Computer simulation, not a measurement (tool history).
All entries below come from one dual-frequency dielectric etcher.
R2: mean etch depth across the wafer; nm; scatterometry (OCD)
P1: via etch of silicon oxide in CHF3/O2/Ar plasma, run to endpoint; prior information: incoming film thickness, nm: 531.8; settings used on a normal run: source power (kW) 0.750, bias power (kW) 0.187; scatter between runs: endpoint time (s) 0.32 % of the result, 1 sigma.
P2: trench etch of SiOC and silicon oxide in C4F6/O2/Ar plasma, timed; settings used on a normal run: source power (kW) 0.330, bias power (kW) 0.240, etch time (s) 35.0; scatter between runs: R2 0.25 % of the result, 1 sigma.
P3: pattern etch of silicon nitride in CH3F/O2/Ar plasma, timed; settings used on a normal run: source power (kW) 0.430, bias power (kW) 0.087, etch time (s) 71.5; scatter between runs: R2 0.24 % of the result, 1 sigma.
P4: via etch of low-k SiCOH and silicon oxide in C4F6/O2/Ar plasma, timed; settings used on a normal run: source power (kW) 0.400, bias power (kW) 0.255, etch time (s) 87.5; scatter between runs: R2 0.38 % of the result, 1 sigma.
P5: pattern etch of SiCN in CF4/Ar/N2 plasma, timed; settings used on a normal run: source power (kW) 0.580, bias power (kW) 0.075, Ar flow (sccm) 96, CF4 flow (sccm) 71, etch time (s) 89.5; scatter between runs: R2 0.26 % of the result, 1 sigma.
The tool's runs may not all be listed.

Run 1, hour 10.4: process that ran P1, source power (kW) 0.750, bias power (kW) 0.187. Result: endpoint time (s) 241.23.
Run 2, hour 19.3: process that ran P1, source power (kW) 0.750, bias power (kW) 0.187. Result: endpoint time (s) 241.37.
Run 3, hour 28.6: process that ran P1, source power (kW) 0.750, bias power (kW) 0.187. Result: endpoint time (s) 242.52.
Run 4, hour 35.1: process that ran P5, source power (kW) 0.580, bias power (kW) 0.075, Ar flow (sccm) 96, CF4 flow (sccm) 71, etch time (s) 89.5. Result: R2 97.753 nm.
Run 5, hour 45.5: process that ran P5, source power (kW) 0.580, bias power (kW) 0.075, Ar flow (sccm) 130, CF4 flow (sccm) 71, etch time (s) 89.5. Result: R2 92.862 nm.
Run 6, hour 51.6: process that ran P2, source power (kW) 0.330, bias power (kW) 0.162, etch time (s) 35.0. Result: R2 61.140 nm.
Run 7, hour 59.6: process that ran P4, source power (kW) 0.400, bias power (kW) 0.255, etch time (s) 87.5. Result: R2 275.160 nm.
Run 8, hour 64.5: process that ran P4, source power (kW) 0.400, bias power (kW) 0.255, etch time (s) 52.0. Result: R2 163.320 nm.
Run 9, hour 73.3: process that ran P5, source power (kW) 0.720, bias power (kW) 0.075, Ar flow (sccm) 96, CF4 flow (sccm) 71, etch time (s) 89.5. Result: R2 117.150 nm.
Run 10, hour 83.3: process that ran P2, source power (kW) 0.330, bias power (kW) 0.240, etch time (s) 52.5. Result: R2 104.530 nm.
Run 11, hour 93.7: process that ran P3, source power (kW) 0.430, bias power (kW) 0.053, etch time (s) 71.5. Result: R2 45.939 nm.
Run 12, hour 99.6: process that ran P1, source power (kW) 0.620, bias power (kW) 0.221. Result: endpoint time (s) 246.06.
Run 13, hour 107.3: process that ran P1, source power (kW) 0.550, bias power (kW) 0.187. Result: endpoint time (s) 273.63.
Run 14, hour 113.5: process that ran P3, source power (kW) 0.430, bias power (kW) 0.087, etch time (s) 107.0. Result: R2 81.492 nm.
Run 15, hour 120.9: process that ran P3, source power (kW) 0.430, bias power (kW) 0.087, etch time (s) 71.5. Result: R2 53.918 nm.
Run 16, hour 130.2: process that ran P1, source power (kW) 0.750, bias power (kW) 0.187. Result: endpoint time (s) 242.61.
Run 17, hour 139.9: process that ran P5, source power (kW) 0.580, bias power (kW) 0.075, Ar flow (sccm) 96, CF4 flow (sccm) 45, etch time (s) 89.5. Result: R2 90.664 nm.
Run 18, hour 147.5: process that ran P2, source power (kW) 0.330, bias power (kW) 0.240, etch time (s) 35.0. Result: R2 69.235 nm.
At hour 148.3: bias power generator calibrated.
Run 19, hour 152.2: process that ran P5, source power (kW) 0.580, bias power (kW) 0.075, Ar flow (sccm) 96, CF4 flow (sccm) 71, etch time (s) 123.0. Result: R2 133.780 nm.
Run 20, hour 160.9: process that ran P2, source power (kW) 0.330, bias power (kW) 0.240, etch time (s) 35.0. Result: R2 69.326 nm.
Run 21, hour 169.5: process that ran P1, source power (kW) 0.750, bias power (kW) 0.228. Result: endpoint time (s) 226.75.
Run 22, hour 177.4: process that ran P1, source power (kW) 0.750, bias power (kW) 0.187. Result: endpoint time (s) 241.25.
Run 23, hour 184.1: process that ran P1, source power (kW) 0.750, bias power (kW) 0.187. Result: endpoint time (s) 242.85.
Run 24, hour 188.6: process that ran P1, source power (kW) 1.000, bias power (kW) 0.257. Result: endpoint time (s) 195.31.
Run 25, hour 193.8: process that ran P1, source power (kW) 0.930, bias power (kW) 0.217. Result: endpoint time (s) 211.74.
Run 26, hour 204.2: process that ran P2, source power (kW) 0.400, bias power (kW) 0.240, etch time (s) 35.0. Result: R2 74.551 nm.
Run 27, hour 214.1: process that ran P4, source power (kW) 0.400, bias power (kW) 0.255, etch time (s) 87.5. Result: R2 274.300 nm.
Run 28, hour 220.6: process that ran P1, source power (kW) 0.750, bias power (kW) 0.142. Result: endpoint time (s) 263.59.
Run 29, hour 225.6: process that ran P4, source power (kW) 0.400, bias power (kW) 0.178, etch time (s) 87.5. Result: R2 243.230 nm.
Run 30, hour 231.2: process that ran P5, source power (kW) 0.580, bias power (kW) 0.103, Ar flow (sccm) 96, CF4 flow (sccm) 71, etch time (s) 89.5. Result: R2 108.890 nm.
Run 31, hour 239.5: process that ran P3, source power (kW) 0.560, bias power (kW) 0.087, etch time (s) 71.5. Result: R2 59.831 nm.
Run 32, hour 249.7: process that ran P1, source power (kW) 0.890, bias power (kW) 0.187. Result: endpoint time (s) 226.70.
Run 33, hour 259.7: process that ran P1, source power (kW) 0.750, bias power (kW) 0.187. Result: endpoint time (s) 243.44.
Run 34, hour 268.2: process that ran P4, source power (kW) 0.250, bias power (kW) 0.255, etch time (s) 87.5. Result: R2 229.520 nm.
Run 35, hour 275.6: process that ran P5, source power (kW) 0.580, bias power (kW) 0.075, Ar flow (sccm) 96, CF4 flow (sccm) 71, etch time (s) 89.5. Result: R2 97.338 nm.
Run 36, hour 285.7: process that ran P1, source power (kW) 0.750, bias power (kW) 0.187. Result: endpoint time (s) 242.50.
Run 37, hour 293.6: process that ran P1, source power (kW) 0.750, bias power (kW) 0.187. Result: endpoint time (s) 239.91.
Run 38, hour 303.5: process that ran P1, source power (kW) 0.750, bias power (kW) 0.187. Result: endpoint time (s) 240.00.
Run 39, hour 309.5: process that ran P1, source power (kW) 0.750, bias power (kW) 0.187. Result: endpoint time (s) 236.79.
At hour 311.5: wet clean of the chamber.
Run 40, hour 317.3: process that ran P1, source power (kW) 0.750, bias power (kW) 0.187. Result: endpoint time (s) 237.74.
Run 41, hour 326.0: process that ran P1, source power (kW) 0.750, bias power (kW) 0.187. Result: endpoint time (s) 237.85.
Run 42, hour 334.3: process that ran P1, source power (kW) 0.750, bias power (kW) 0.187. Result: endpoint time (s) 237.08.

What P1 gives has crept off from where it sat before. The 2 causes that follow fit the log equally well, each at the size noted:
A: source power that arrives over what is set, % = 4.24
B: bias power that arrives over what is set, % = 4.87
The drift started at roughly hour 285.7.
Every other cause this tool's parts could produce, and why it does not fit the log:
chamber walls in a state that raises the etch rate, %: serviced at hour 311.5, after the drift had started, without restoring the earlier output

Consider the 4 single-wafer check runs listed below, results given as question marks: which one distinguishes between the causes by giving clearly different results for each?
Run check 1, hour 342.6: process that ran P4, source power (kW) 0.400, bias power (kW) 0.255, etch time (s) 87.5. Result: R2 ?.
Run check 2, hour 342.6: process that ran P2, source power (kW) 0.330, bias power (kW) 0.240, etch time (s) 35.0. Result: R2 ?.
Run check 3, hour 342.6: process that ran P3, source power (kW) 0.430, bias power (kW) 0.087, etch time (s) 71.5. Result: R2 ?.
Run check 4, hour 342.6: process that ran P5, source power (kW) 0.580, bias power (kW) 0.075, Ar flow (sccm) 96, CF4 flow (sccm) 71, etch time (s) 89.5. Result: R2 ?.

Predicted outcomes, by check and by cause:
  check  result     if A     if B
check 1      R2  279.220  279.310
check 2      R2   70.440   70.467
check 3      R2   55.010   55.085
check 4      R2  100.990   98.958
Per check, the gap between the least separated pair of causes, taken in the result that splits them most: check 1 0.03 %; check 2 0.04 %; check 3 0.14 %; check 4 2.03 %
The causes can be told apart only by check 4. The other checks would give nearly the same results under each of them.

After running check 4, the following was obtained: R2 98.964 nm. Which cause does this point to?

The cause is B: bias power that arrives over what is set, %.

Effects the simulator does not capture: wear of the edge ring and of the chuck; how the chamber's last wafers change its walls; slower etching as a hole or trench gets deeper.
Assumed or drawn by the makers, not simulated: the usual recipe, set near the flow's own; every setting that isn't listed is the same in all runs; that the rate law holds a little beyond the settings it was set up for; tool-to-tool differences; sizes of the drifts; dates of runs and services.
